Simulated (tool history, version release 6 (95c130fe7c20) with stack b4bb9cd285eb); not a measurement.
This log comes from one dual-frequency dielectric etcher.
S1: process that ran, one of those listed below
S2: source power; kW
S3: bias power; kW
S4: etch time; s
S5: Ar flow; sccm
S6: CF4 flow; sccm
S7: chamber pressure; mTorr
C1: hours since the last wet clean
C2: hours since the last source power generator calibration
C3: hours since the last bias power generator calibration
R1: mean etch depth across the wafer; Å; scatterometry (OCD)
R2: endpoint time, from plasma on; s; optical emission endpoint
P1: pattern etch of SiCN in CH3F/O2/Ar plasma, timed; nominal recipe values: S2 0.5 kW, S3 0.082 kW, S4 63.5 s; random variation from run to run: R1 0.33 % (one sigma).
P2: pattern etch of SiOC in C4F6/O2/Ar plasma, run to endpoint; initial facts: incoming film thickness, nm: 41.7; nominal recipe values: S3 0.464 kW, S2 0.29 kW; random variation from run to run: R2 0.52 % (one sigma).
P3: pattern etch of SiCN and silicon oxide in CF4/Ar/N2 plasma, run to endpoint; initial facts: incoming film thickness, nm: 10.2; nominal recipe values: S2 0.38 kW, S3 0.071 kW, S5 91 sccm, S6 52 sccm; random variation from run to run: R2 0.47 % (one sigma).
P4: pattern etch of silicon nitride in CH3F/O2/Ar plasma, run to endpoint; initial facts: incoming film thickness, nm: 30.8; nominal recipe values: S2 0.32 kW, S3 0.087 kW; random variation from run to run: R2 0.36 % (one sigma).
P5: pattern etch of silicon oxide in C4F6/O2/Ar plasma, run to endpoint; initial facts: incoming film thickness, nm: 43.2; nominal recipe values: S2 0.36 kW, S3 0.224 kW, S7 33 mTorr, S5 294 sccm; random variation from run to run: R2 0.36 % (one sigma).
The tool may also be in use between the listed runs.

{"run": 1, "day": 0.288, "S1": "P1", "S2": 0.5, "S3": 0.082, "S4": 63.5, "C1": 84.5, "C2": 1641.5, "C3": 1182.8, "R1": 283.6}
{"run": 2, "day": 0.746, "S1": "P2", "S2": 0.29, "S3": 0.292, "C1": 95.5, "C2": 1652.5, "C3": 1193.8, "R2": 19.573}
{"run": 3, "day": 1.288, "S1": "P3", "S2": 0.25, "S3": 0.071, "S5": 91, "S6": 52, "C1": 108.5, "C2": 1665.5, "C3": 1206.8, "R2": 20.483}
{"run": 4, "day": 1.646, "S1": "P2", "S2": 0.19, "S3": 0.464, "C1": 117.1, "C2": 1674.1, "C3": 1215.4, "R2": 19.419}
{"run": 5, "day": 1.975, "S1": "P1", "S2": 0.5, "S3": 0.082, "S4": 63.5, "C1": 125, "C2": 1682, "C3": 1223.3, "R1": 281.74}
{"run": 6, "day": 2.533, "S1": "P1", "S2": 0.5, "S3": 0.082, "S4": 88, "C1": 138.4, "C2": 1695.4, "C3": 1236.7, "R1": 391.26}
{"run": 7, "day": 3.096, "S1": "P1", "S2": 0.5, "S3": 0.082, "S4": 45.5, "C1": 151.9, "C2": 1708.9, "C3": 1250.2, "R1": 201.47}
{"run": 8, "day": 3.388, "S1": "P2", "S2": 0.29, "S3": 0.464, "C1": 158.9, "C2": 1715.9, "C3": 1257.2, "R2": 16.564}
{"day": 3.554, "done": "wet clean of the chamber"}
{"run": 9, "day": 3.838, "S1": "P4", "S2": 0.32, "S3": 0.087, "C1": 6.9, "C2": 1726.7, "C3": 1268, "R2": 45.156}
{"run": 10, "day": 4.312, "S1": "P5", "S2": 0.24, "S3": 0.224, "S5": 294, "S7": 33, "C1": 18.3, "C2": 1738.1, "C3": 1279.4, "R2": 15.664}
{"run": 11, "day": 4.688, "S1": "P1", "S2": 0.35, "S3": 0.082, "S4": 63.5, "C1": 27.3, "C2": 1747.1, "C3": 1288.4, "R1": 246.91}
{"run": 12, "day": 5.025, "S1": "P1", "S2": 0.5, "S3": 0.082, "S4": 63.5, "C1": 35.4, "C2": 1755.2, "C3": 1296.5, "R1": 283.41}
{"run": 13, "day": 5.4, "S1": "P3", "S2": 0.38, "S3": 0.071, "S5": 91, "S6": 52, "C1": 44.4, "C2": 1764.2, "C3": 1305.5, "R2": 14.218}
{"run": 14, "day": 5.854, "S1": "P3", "S2": 0.38, "S3": 0.071, "S5": 91, "S6": 73, "C1": 55.3, "C2": 1775.1, "C3": 1316.4, "R2": 13.6}
{"run": 15, "day": 6.233, "S1": "P1", "S2": 0.5, "S3": 0.103, "S4": 46, "C1": 64.4, "C2": 1784.2, "C3": 1325.5, "R1": 222.76}
{"run": 16, "day": 6.733, "S1": "P1", "S2": 0.64, "S3": 0.082, "S4": 63.5, "C1": 76.4, "C2": 1796.2, "C3": 1337.5, "R1": 310.47}
{"run": 17, "day": 7.058, "S1": "P3", "S2": 0.38, "S3": 0.071, "S5": 91, "S6": 52, "C1": 84.2, "C2": 1804, "C3": 1345.3, "R2": 14.303}
{"run": 18, "day": 7.596, "S1": "P4", "S2": 0.32, "S3": 0.057, "C1": 97.1, "C2": 1816.9, "C3": 1358.2, "R2": 52.143}
{"run": 19, "day": 7.996, "S1": "P5", "S2": 0.36, "S3": 0.224, "S5": 406, "S7": 33, "C1": 106.7, "C2": 1826.5, "C3": 1367.8, "R2": 13.904}
{"run": 20, "day": 8.496, "S1": "P5", "S2": 0.36, "S3": 0.147, "S5": 294, "S7": 33, "C1": 118.7, "C2": 1838.5, "C3": 1379.8, "R2": 15.414}
{"run": 21, "day": 8.983, "S1": "P4", "S2": 0.32, "S3": 0.087, "C1": 130.4, "C2": 1850.2, "C3": 1391.5, "R2": 45.186}
{"run": 22, "day": 9.292, "S1": "P2", "S2": 0.29, "S3": 0.464, "C1": 137.8, "C2": 1857.6, "C3": 1398.9, "R2": 16.533}
{"run": 23, "day": 9.642, "S1": "P4", "S2": 0.44, "S3": 0.087, "C1": 146.2, "C2": 1866, "C3": 1407.3, "R2": 39.867}
{"run": 24, "day": 10.046, "S1": "P5", "S2": 0.36, "S3": 0.224, "S5": 294, "S7": 33, "C1": 155.9, "C2": 1875.7, "C3": 1417, "R2": 13.458}
{"run": 25, "day": 10.354, "S1": "P1", "S2": 0.5, "S3": 0.111, "S4": 63.5, "C1": 163.3, "C2": 1883.1, "C3": 1424.4, "R1": 317.46}
{"run": 26, "day": 10.679, "S1": "P1", "S2": 0.5, "S3": 0.082, "S4": 63.5, "C1": 171.1, "C2": 1890.9, "C3": 1432.2, "R1": 282.82}
{"run": 27, "day": 11.038, "S1": "P1", "S2": 0.42, "S3": 0.058, "S4": 63.5, "C1": 179.7, "C2": 1899.5, "C3": 1440.8, "R1": 234.96}
{"day": 11.267, "done": "bias power generator calibrated"}
{"run": 28, "day": 11.4, "S1": "P1", "S2": 0.41, "S3": 0.082, "S4": 35, "C1": 188.4, "C2": 1908.2, "C3": 3.3, "R1": 144.97}
{"run": 29, "day": 11.733, "S1": "P1", "S2": 0.5, "S3": 0.082, "S4": 63.5, "C1": 196.4, "C2": 1916.2, "C3": 11.3, "R1": 282.7}
{"run": 30, "day": 12.329, "S1": "P5", "S2": 0.36, "S3": 0.224, "S5": 294, "S7": 44, "C1": 210.7, "C2": 1930.5, "C3": 25.6, "R2": 13.957}
{"run": 31, "day": 12.912, "S1": "P3", "S2": 0.38, "S3": 0.09, "S5": 91, "S6": 52, "C1": 224.7, "C2": 1944.5, "C3": 39.6, "R2": 13.087}
{"run": 32, "day": 13.25, "S1": "P3", "S2": 0.38, "S3": 0.071, "S5": 118, "S6": 52, "C1": 232.8, "C2": 1952.6, "C3": 47.7, "R2": 14.739}
{"run": 33, "day": 13.85, "S1": "P1", "S2": 0.5, "S3": 0.066, "S4": 63.5, "C1": 247.2, "C2": 1967, "C3": 62.1, "R1": 262.3}
{"run": 34, "day": 14.3, "S1": "P1", "S2": 0.5, "S3": 0.082, "S4": 63.5, "C1": 258, "C2": 1977.8, "C3": 72.9, "R1": 282.07}
{"run": 35, "day": 14.596, "S1": "P1", "S2": 0.5, "S3": 0.082, "S4": 63.5, "C1": 265.1, "C2": 1984.9, "C3": 80, "R1": 281.12}
{"run": 36, "day": 15.129, "S1": "P1", "S2": 0.5, "S3": 0.082, "S4": 63.5, "C1": 277.9, "C2": 1997.7, "C3": 92.8, "R1": 280.02}
{"run": 37, "day": 15.425, "S1": "P1", "S2": 0.5, "S3": 0.082, "S4": 63.5, "C1": 285, "C2": 2004.8, "C3": 99.9, "R1": 279.55}

The next listed run, before its measurement:
{"run": 38, "day": 15.779, "S1": "P1", "S2": 0.5, "S3": 0.082, "S4": 63.5, "C1": 293.5, "C2": 2013.3, "C3": 108.4, "R1": "?"}

Run 38 yielded R1 278.46 Å.
